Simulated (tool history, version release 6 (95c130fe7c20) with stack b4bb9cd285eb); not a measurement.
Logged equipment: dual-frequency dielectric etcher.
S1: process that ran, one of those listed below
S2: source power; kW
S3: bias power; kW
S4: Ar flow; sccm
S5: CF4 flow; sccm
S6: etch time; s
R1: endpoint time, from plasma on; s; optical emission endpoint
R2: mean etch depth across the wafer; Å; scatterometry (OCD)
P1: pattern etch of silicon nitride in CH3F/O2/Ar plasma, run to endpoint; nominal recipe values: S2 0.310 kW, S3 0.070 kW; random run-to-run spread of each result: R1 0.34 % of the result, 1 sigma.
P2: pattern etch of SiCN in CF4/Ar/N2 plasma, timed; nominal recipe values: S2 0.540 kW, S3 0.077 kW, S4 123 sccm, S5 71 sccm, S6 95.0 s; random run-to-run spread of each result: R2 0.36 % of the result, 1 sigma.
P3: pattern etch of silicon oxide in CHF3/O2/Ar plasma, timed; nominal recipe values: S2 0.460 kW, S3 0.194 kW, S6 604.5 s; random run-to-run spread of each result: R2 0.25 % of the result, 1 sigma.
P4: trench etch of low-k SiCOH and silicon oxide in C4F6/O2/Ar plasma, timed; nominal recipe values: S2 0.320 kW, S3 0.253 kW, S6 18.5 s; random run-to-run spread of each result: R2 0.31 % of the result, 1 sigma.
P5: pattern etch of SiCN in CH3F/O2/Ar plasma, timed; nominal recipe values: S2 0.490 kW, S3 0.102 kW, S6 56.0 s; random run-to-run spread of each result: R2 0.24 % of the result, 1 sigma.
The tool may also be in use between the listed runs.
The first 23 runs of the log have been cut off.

{"run": 24, "day": 5.308, "S1": "P5", "S2": 0.68, "S3": 0.102, "S6": 56.0, "R2": 280.41}
{"run": 25, "day": 5.567, "S1": "P2", "S2": 0.54, "S3": 0.077, "S4": 123, "S5": 71, "S6": 95.0, "R2": 964.83}
{"run": 26, "day": 5.817, "S1": "P5", "S2": 0.49, "S3": 0.102, "S6": 56.0, "R2": 246.79}
{"run": 27, "day": 6.1, "S1": "P1", "S2": 0.21, "S3": 0.086, "R1": 101.22}
{"run": 28, "day": 6.346, "S1": "P3", "S2": 0.46, "S3": 0.245, "S6": 604.5, "R2": 11402.0}
{"run": 29, "day": 6.517, "S1": "P2", "S2": 0.54, "S3": 0.077, "S4": 123, "S5": 71, "S6": 52.5, "R2": 532.15}
{"run": 30, "day": 6.8, "S1": "P2", "S2": 0.54, "S3": 0.059, "S4": 123, "S5": 71, "S6": 95.0, "R2": 877.72}
{"run": 31, "day": 7.062, "S1": "P4", "S2": 0.32, "S3": 0.253, "S6": 18.5, "R2": 566.35}
{"run": 32, "day": 7.242, "S1": "P1", "S2": 0.31, "S3": 0.07, "R1": 94.766}
{"run": 33, "day": 7.496, "S1": "P3", "S2": 0.29, "S3": 0.194, "S6": 604.5, "R2": 8823.6}
{"run": 34, "day": 7.738, "S1": "P1", "S2": 0.31, "S3": 0.07, "R1": 94.457}

For run 35, what comes out?
{"run": 35, "day": 7.888, "S1": "P1", "S2": 0.31, "S3": 0.07, "R1": "?"}

{"run 35": {"R1": 94.506}}
